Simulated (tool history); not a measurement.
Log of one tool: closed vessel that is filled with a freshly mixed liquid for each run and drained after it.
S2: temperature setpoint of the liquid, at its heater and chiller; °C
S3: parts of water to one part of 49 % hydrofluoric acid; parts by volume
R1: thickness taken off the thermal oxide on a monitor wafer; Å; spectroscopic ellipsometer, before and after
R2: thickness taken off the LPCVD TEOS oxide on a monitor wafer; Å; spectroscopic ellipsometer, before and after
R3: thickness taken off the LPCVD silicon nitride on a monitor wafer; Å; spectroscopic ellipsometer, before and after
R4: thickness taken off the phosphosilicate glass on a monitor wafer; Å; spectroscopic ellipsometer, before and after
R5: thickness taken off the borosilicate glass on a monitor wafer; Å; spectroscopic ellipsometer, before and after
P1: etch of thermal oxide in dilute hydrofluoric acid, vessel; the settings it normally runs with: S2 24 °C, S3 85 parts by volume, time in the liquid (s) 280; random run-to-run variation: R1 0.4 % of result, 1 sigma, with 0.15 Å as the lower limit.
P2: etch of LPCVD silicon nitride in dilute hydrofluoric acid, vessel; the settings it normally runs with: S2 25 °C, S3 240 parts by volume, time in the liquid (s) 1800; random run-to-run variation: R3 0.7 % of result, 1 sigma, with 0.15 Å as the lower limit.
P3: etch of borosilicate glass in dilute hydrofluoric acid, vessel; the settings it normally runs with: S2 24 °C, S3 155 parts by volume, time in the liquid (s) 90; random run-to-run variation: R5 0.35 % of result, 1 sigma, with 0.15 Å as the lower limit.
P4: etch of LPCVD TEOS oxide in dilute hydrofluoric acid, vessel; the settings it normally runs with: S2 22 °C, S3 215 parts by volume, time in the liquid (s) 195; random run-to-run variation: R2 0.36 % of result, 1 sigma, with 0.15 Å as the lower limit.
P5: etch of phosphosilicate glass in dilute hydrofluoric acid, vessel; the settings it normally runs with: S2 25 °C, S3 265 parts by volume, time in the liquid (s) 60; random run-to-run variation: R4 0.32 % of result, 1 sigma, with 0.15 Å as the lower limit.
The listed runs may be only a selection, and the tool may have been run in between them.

run 1 day=0.575 | process_that_ran=P1 S2=24 S3=85 time_in_the_liquid_(s)=280 | R1=153.52
run 2 day=1.275 | process_that_ran=P4 S2=30 S3=215 time_in_the_liquid_(s)=195 | R2=162.42
run 3 day=1.658 | process_that_ran=P2 S2=25 S3=340 time_in_the_liquid_(s)=1800 | R3=25.184
run 4 day=2.308 | process_that_ran=P1 S2=24 S3=125 time_in_the_liquid_(s)=280 | R1=98.064
run 5 day=3.021 | process_that_ran=P1 S2=24 S3=85 time_in_the_liquid_(s)=280 | R1=152.91
run 6 day=3.721 | process_that_ran=P1 S2=24 S3=85 time_in_the_liquid_(s)=280 | R1=152.46
run 7 day=4.312 | process_that_ran=P5 S2=25 S3=265 time_in_the_liquid_(s)=60 | R4=164.08
run 8 day=5.021 | process_that_ran=P1 S2=24 S3=40 time_in_the_liquid_(s)=280 | R1=343.8
run 9 day=5.538 | process_that_ran=P1 S2=24 S3=85 time_in_the_liquid_(s)=280 | R1=152.48
run 10 day=5.908 | process_that_ran=P3 S2=24 S3=155 time_in_the_liquid_(s)=90 | R5=156.21
run 11 day=6.4 | process_that_ran=P5 S2=25 S3=80 time_in_the_liquid_(s)=60 | R4=675.42
run 12 day=6.788 | process_that_ran=P2 S2=32.5 S3=240 time_in_the_liquid_(s)=1800 | R3=56.531
run 13 day=7.35 | process_that_ran=P2 S2=25 S3=240 time_in_the_liquid_(s)=1800 | R3=35.48
run 14 day=7.996 | process_that_ran=P5 S2=25 S3=265 time_in_the_liquid_(s)=30 | R4=82.722
run 15 day=8.617 | process_that_ran=P4 S2=22 S3=215 time_in_the_liquid_(s)=195 | R2=121.75
run 16 day=8.958 | process_that_ran=P1 S2=20.5 S3=85 time_in_the_liquid_(s)=280 | R1=132.53
run 17 day=9.675 | process_that_ran=P3 S2=24 S3=155 time_in_the_liquid_(s)=30 | R5=51.832
run 18 day=10.088 | process_that_ran=P4 S2=22 S3=100 time_in_the_liquid_(s)=195 | R2=297.27
run 19 day=10.717 | process_that_ran=P1 S2=24 S3=85 time_in_the_liquid_(s)=280 | R1=152.05
run 20 day=11.092 | process_that_ran=P5 S2=25 S3=265 time_in_the_liquid_(s)=60 | R4=165.46
run 21 day=11.525 | process_that_ran=P1 S2=24 S3=85 time_in_the_liquid_(s)=280 | R1=152.78
run 22 day=12.079 | process_that_ran=P3 S2=24 S3=35 time_in_the_liquid_(s)=90 | R5=799.23
run 23 day=12.417 | process_that_ran=P4 S2=22 S3=215 time_in_the_liquid_(s)=375 | R2=234.48
run 24 day=12.771 | process_that_ran=P1 S2=30.5 S3=85 time_in_the_liquid_(s)=280 | R1=197.23
run 25 day=13.271 | process_that_ran=P3 S2=32 S3=155 time_in_the_liquid_(s)=90 | R5=208.6
run 26 day=13.733 | process_that_ran=P1 S2=24 S3=85 time_in_the_liquid_(s)=560 | R1=306.06
run 27 day=14.196 | process_that_ran=P1 S2=28 S3=85 time_in_the_liquid_(s)=400 | R1=256.36
run 28 day=14.738 | process_that_ran=P4 S2=22 S3=215 time_in_the_liquid_(s)=195 | R2=121.33
run 29 day=15.467 | process_that_ran=P5 S2=29.5 S3=265 time_in_the_liquid_(s)=60 | R4=193.14
run 30 day=16.046 | process_that_ran=P1 S2=24 S3=85 time_in_the_liquid_(s)=150 | R1=81.982
run 31 day=16.462 | process_that_ran=P2 S2=25 S3=240 time_in_the_liquid_(s)=30 | R3=0.36286
run 32 day=17.017 | process_that_ran=P1 S2=24 S3=85 time_in_the_liquid_(s)=280 | R1=152.64
run 33 day=17.658 | process_that_ran=P1 S2=24 S3=85 time_in_the_liquid_(s)=280 | R1=159.17
run 34 day=18.267 | process_that_ran=P1 S2=24 S3=85 time_in_the_liquid_(s)=280 | R1=161.34
run 35 day=18.962 | process_that_ran=P1 S2=24 S3=85 time_in_the_liquid_(s)=280 | R1=163.93
run 36 day=19.325 | process_that_ran=P1 S2=24 S3=85 time_in_the_liquid_(s)=280 | R1=164.24
run 37 day=19.962 | process_that_ran=P1 S2=24 S3=85 time_in_the_liquid_(s)=280 | R1=166.13
run 38 day=20.679 | process_that_ran=P1 S2=24 S3=85 time_in_the_liquid_(s)=280 | R1=166.52
run 39 day=21.396 | process_that_ran=P1 S2=24 S3=85 time_in_the_liquid_(s)=280 | R1=167.08
run 40 day=22.038 | process_that_ran=P1 S2=24 S3=85 time_in_the_liquid_(s)=280 | R1=167.27
run 41 day=22.458 | process_that_ran=P1 S2=24 S3=85 time_in_the_liquid_(s)=280 | R1=166.78

The log shows P1 creeping away from where it was. Any of the 2 causes listed here, at the size stated for it, fits the log just as well as the others:
A: liquid hotter than its thermometer reads (K) = 2.26
B: hydrofluoric acid flow above the setpoint (%) = 8.45
The creep began at about day 17.017.

You are offered 4 check runs, listed below with question marks in place of their results; each one averages 2 wafers. Which run separates the listed causes by giving clearly different results for each?
run check 1 day=22.879 | process_that_ran=P4 S2=22 S3=110 time_in_the_liquid_(s)=195 | R2=?
run check 2 day=22.879 | process_that_ran=P5 S2=28 S3=85 time_in_the_liquid_(s)=60 | R4=?
run check 3 day=22.879 | process_that_ran=P3 S2=32 S3=45 time_in_the_liquid_(s)=90 | R5=?
run check 4 day=22.879 | process_that_ran=P2 S2=29 S3=240 time_in_the_liquid_(s)=920 | R3=?

What each check would give under each cause:
check=check_1 result=R2 if_A=292.72 if_B=293.15
check=check_2 result=R4 if_A=774.63 if_B=777.55
check=check_3 result=R5 if_A=920.72 if_B=920.71
check=check_4 result=R3 if_A=26.494 if_B=25.197
How far apart the two closest causes lie, in the result that separates them most: check 1 0.15 %; check 2 0.38 %; check 3 0 %; check 4 5.02 %
Check 4 distinguishes between the causes, while the remaining checks would return nearly the same result for all of them.

Running check 4 produced the following: R3 26.41 Å. Which one of the listed causes fits?

Of the candidate causes, it is A: liquid hotter than its thermometer reads (K).

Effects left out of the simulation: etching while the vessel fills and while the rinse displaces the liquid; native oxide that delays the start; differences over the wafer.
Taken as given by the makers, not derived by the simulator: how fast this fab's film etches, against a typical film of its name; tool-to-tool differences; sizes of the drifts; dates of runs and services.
